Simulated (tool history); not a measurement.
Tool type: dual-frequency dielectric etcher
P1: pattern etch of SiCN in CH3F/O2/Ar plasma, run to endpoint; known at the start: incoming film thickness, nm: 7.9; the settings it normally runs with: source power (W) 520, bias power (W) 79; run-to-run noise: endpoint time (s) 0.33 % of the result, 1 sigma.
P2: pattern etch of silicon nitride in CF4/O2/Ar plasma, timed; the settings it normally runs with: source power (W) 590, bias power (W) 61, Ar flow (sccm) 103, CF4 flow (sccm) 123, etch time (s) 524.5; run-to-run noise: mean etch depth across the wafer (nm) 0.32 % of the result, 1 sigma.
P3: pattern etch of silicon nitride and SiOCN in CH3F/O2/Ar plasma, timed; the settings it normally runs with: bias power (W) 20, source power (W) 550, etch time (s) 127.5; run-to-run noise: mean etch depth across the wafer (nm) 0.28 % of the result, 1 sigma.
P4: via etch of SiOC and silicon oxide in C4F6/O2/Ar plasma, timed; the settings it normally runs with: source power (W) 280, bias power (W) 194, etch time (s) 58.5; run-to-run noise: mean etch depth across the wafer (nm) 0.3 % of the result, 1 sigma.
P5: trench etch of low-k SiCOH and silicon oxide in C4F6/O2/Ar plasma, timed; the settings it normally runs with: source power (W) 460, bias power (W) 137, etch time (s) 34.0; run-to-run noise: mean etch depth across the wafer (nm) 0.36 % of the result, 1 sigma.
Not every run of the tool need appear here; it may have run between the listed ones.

| run | hour | process that ran | source power (W) | bias power (W) | etch time (s) | Ar flow (sccm) | CF4 flow (sccm) | hours since the last wet clean | hours since the last source power generator calibration | hours since the last bias power generator calibration | endpoint time (s) | mean etch depth across the wafer (nm) |
|---|---|---|---|---|---|---|---|---|---|---|---|---|
| 1 | 5.0 | P1 | 520 | 79 |  |  |  | 394.7 | 2403.1 | 909.5 | 18.530 |  |
| 2 | 9.8 | P4 | 280 | 194 | 58.5 |  |  | 399.5 | 2407.9 | 914.3 |  | 58.628 |
| 3 | 12.9 | P1 | 520 | 79 |  |  |  | 402.6 | 2411.0 | 917.4 | 18.452 |  |
| 4 | 16.0 | P3 | 710 | 20 | 127.5 |  |  | 405.7 | 2414.1 | 920.5 |  | 20.379 |
| 5 | 21.4 | P3 | 550 | 20 | 70.0 |  |  | 411.1 | 2419.5 | 925.9 |  | 10.208 |
| 6 | 23.7 | P2 | 590 | 61 | 524.5 | 103 | 123 | 413.4 | 2421.8 | 928.2 |  | 1266.400 |
| 7 | 27.3 | P5 | 630 | 137 | 34.0 |  |  | 417.0 | 2425.4 | 931.8 |  | 115.300 |
| 8 | 32.5 | P2 | 590 | 61 | 336.0 | 103 | 123 | 422.2 | 2430.6 | 937.0 |  | 807.440 |
| 9 | 35.2 | P2 | 590 | 80 | 524.5 | 103 | 123 | 424.9 | 2433.3 | 939.7 |  | 1403.900 |
| 10 | 37.9 | P5 | 460 | 137 | 34.0 |  |  | 427.6 | 2436.0 | 942.4 |  | 102.180 |
| 11 | 40.8 | P1 | 520 | 79 |  |  |  | 430.5 | 2438.9 | 945.3 | 18.484 |  |
| 12 | 45.0 | P3 | 550 | 16 | 127.5 |  |  | 434.7 | 2443.1 | 949.5 |  | 16.941 |
| 13 | 50.0 | P2 | 590 | 61 | 524.5 | 66 | 123 | 439.7 | 2448.1 | 954.5 |  | 1317.300 |
| 14 | 54.8 | P1 | 380 | 79 |  |  |  | 444.5 | 2452.9 | 959.3 | 20.648 |  |
| 15 | 59.9 | P5 | 460 | 137 | 46.0 |  |  | 449.6 | 2458.0 | 964.4 |  | 137.330 |
| 16 | 63.2 | P5 | 460 | 189 | 34.0 |  |  | 452.9 | 2461.3 | 967.7 |  | 112.710 |
| 17 | 68.1 | P3 | 550 | 20 | 127.5 |  |  | 457.8 | 2466.2 | 972.6 |  | 18.467 |
| 18 | 70.5 | P1 | 520 | 79 |  |  |  | 460.2 | 2468.6 | 975.0 | 18.532 |  |
| 19 | 73.3 | P4 | 280 | 194 | 85.5 |  |  | 463.0 | 2471.4 | 977.8 |  | 85.288 |
| 20 | 77.5 | P4 | 200 | 194 | 58.5 |  |  | 467.2 | 2475.6 | 982.0 |  | 51.298 |
| 21 | 80.9 | P1 | 520 | 111 |  |  |  | 470.6 | 2479.0 | 985.4 | 16.267 |  |
| 22 | 83.4 | P1 | 520 | 79 |  |  |  | 473.1 | 2481.5 | 987.9 | 18.472 |  |
| 23 | 87.1 | P2 | 590 | 61 | 524.5 | 103 | 170 | 476.8 | 2485.2 | 991.6 |  | 1308.500 |
| 24 | 92.1 | P1 | 520 | 60 |  |  |  | 481.8 | 2490.2 | 996.6 | 20.148 |  |
| 25 | 95.4 | P4 | 280 | 127 | 58.5 |  |  | 485.1 | 2493.5 | 999.9 |  | 51.031 |
| 26 | 98.3 | P1 | 430 | 55 |  |  |  | 488.0 | 2496.4 | 1002.8 | 22.584 |  |
| 27 | 102.3 | P1 | 630 | 79 |  |  |  | 492.0 | 2500.4 | 1006.8 | 17.090 |  |
| 28 | 107.3 | P4 | 280 | 194 | 58.5 |  |  | 497.0 | 2505.4 | 1011.8 |  | 58.216 |
| 29 | 111.8 | P2 | 780 | 61 | 524.5 | 103 | 123 | 501.5 | 2509.9 | 1016.3 |  | 1613.800 |
| 30 | 115.9 | P1 | 520 | 79 |  |  |  | 505.6 | 2514.0 | 1020.4 | 18.499 |  |
| 31 | 119.6 | P1 | 520 | 79 |  |  |  | 509.3 | 2517.7 | 1024.1 | 18.314 |  |
| 32 | 124.4 | P1 | 520 | 79 |  |  |  | 514.1 | 2522.5 | 1028.9 | 18.263 |  |
| 33 | 128.5 | P1 | 520 | 79 |  |  |  | 518.2 | 2526.6 | 1033.0 | 18.201 |  |

Run 34, settings as shown, results not yet in. Your forecast:
| 34 | 131.1 | P1 | 520 | 79 |  |  |  | 520.8 | 2529.2 | 1035.6 | ? |  |

{"run 34": {"endpoint time (s)": 18.26}}
